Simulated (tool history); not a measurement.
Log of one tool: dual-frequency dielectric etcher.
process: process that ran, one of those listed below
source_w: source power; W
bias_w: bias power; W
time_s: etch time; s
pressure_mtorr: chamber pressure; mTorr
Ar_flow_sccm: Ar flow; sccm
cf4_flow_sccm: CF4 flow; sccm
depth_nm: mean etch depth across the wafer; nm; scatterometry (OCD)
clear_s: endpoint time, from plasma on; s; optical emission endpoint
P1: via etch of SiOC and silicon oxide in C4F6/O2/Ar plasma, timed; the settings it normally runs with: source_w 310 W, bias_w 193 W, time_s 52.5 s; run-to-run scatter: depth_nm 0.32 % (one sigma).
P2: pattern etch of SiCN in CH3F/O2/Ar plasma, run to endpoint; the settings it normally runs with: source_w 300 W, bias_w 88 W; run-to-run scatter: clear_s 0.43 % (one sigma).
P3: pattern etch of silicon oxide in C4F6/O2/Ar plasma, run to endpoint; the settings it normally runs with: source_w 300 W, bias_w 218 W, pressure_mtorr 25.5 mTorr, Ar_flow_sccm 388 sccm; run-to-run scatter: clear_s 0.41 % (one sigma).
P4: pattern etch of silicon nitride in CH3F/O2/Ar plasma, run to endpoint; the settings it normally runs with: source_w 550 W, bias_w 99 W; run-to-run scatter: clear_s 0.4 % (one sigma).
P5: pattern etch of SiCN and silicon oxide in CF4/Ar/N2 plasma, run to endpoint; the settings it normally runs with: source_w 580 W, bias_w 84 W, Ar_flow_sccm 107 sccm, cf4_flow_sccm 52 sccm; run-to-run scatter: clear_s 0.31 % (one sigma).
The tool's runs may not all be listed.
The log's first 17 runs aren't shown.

run	day	process	source_w	bias_w	time_s	pressure_mtorr	Ar_flow_sccm	cf4_flow_sccm	hours since the last wet clean	hours since the last source power generator calibration	hours since the last bias power generator calibration	depth_nm	clear_s
18	3.996	P3	300	218		25.5	388		474	1513.3	1880.4		14.6
19	4.3	P5	580	84			81	52	481.3	1520.6	1887.7		15.359
20	4.533	P1	310	113	52.5				486.9	1526.2	1893.3	45.545	
21	4.846	P5	580	84			107	52	494.4	1533.7	1900.8		15.931
22	4.996	P1	310	193	72				498	1537.3	1904.4	73.212	
23	5.279	P1	310	193	52.5				504.8	1544.1	1911.2	53.524	
24	5.579	P1	410	193	52.5				512	1551.3	1918.4	59.33	
25	5.892	P1	190	157	52.5				519.5	1558.8	1925.9	41.613	
26	6.038	P3	300	218		25.5	294		523	1562.3	1929.4		14.203
27	6.308	P1	310	193	52.5				529.5	1568.8	1935.9	53.99	
28	6.596	P1	310	193	52.5				536.4	1575.7	1942.8	53.779	
29	6.738	P2	300	109					539.8	1579.1	1946.2		14.803
30	7.033	P1	200	193	52.5				546.9	1586.2	1953.3	45.503	
31	7.338	P1	310	250	52.5				554.2	1593.5	1960.6	58.689	

Run 32, settings as shown, results not yet in. Your forecast:
32	7.496	P5	580	50			107	52	558	1597.3	1964.4		?

Run 32 came out at clear_s 19.035 s.
